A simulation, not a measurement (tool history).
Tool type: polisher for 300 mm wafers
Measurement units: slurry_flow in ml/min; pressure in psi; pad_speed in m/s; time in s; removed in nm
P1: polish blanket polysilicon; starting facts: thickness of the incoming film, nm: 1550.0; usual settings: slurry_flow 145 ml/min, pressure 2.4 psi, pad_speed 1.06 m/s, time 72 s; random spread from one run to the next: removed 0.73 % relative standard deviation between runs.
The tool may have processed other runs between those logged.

run   hour  slurry_flow  pressure  pad_speed  time  removed
  1   14.9          145       2.4       1.06    72   475.58
  2   24.2          145       2.4       1.06    72   479.49
  3   32.1          145       2.4       1.06   114   755.85
  4   45.1           85       2.4       1.06    72   420.88
  5   52.2          145       2.4       1.06    32   213.09
  6   63.2          145       2.4       1.06    72    476.9
  7   75.2          145       1.1       1.06    72   220.65
  8   88.6          145       3.1       1.06    53   449.03
  9   97.3          195       2.4       1.06    72   498.03
 10  107.7          145       2.4       1.06    72   475.55
 11    117           85       1.2       1.06    72   210.09
 12  127.3          145       3.6       1.06    72   722.08
 13  141.8          145       2.4       1.06    72   480.22
 14  155.8          145       2.4       1.64    72   741.91
 15  163.1          145       2.4       0.48    72   217.36
 16  177.7          145       2.4       1.06    72    474.5
 17  185.9          145       2.4       1.06    72   480.89
 18    197          145       2.4       1.06    72   456.38

Estimate the outcome of run 19 from the log above:
 19  209.6          145       2.4       1.06    72        ?

Run 19 gave removed 445.91 nm.

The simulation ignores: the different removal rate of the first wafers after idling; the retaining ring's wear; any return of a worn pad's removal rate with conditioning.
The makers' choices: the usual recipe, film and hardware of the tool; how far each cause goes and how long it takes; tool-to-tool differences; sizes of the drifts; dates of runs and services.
